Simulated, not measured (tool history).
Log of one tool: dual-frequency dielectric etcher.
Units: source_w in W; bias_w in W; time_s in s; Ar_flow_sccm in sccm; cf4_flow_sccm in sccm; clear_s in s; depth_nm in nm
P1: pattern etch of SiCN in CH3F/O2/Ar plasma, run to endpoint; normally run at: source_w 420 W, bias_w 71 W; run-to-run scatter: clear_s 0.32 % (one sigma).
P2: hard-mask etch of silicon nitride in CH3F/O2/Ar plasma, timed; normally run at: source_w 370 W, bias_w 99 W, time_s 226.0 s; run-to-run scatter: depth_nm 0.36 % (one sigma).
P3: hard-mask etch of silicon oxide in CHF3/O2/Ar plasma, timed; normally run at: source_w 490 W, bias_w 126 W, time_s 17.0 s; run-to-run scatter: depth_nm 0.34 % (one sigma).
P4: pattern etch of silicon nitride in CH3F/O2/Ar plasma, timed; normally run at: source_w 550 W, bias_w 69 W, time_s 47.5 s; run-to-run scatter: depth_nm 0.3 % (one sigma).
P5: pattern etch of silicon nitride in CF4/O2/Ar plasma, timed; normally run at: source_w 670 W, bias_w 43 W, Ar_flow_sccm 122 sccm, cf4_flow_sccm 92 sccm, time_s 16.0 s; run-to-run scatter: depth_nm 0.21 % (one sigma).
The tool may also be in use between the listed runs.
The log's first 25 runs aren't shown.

run,hour,process,source_w,bias_w,time_s,Ar_flow_sccm,cf4_flow_sccm,hours since the last wet clean,hours since the last source power generator calibration,hours since the last bias power generator calibration,clear_s,depth_nm
26,166.8,P4,550,69,47.5,,,318.0,864.6,134.3,,37.205
27,173.5,P4,550,69,47.5,,,324.7,871.3,141.0,,37.195
28,180.9,P5,670,51,16.0,122,92,332.1,878.7,148.4,,38.430
29,186.3,P3,490,126,17.0,,,337.5,884.1,153.8,,26.776
30,194.4,P5,670,43,16.0,122,92,345.6,892.2,161.9,,36.197
31,203.2,P1,350,84,,,,354.4,901.0,170.7,31.876,
32,212.2,P5,670,43,16.0,161,92,363.4,910.0,179.7,,34.731
33,221.0,P1,420,71,,,,372.2,918.8,188.5,31.600,

Run 34 comes next. What will it give?
34,229.9,P1,420,71,,,,381.1,927.7,197.4,?,

{"run 34": {"clear_s": 31.476}}
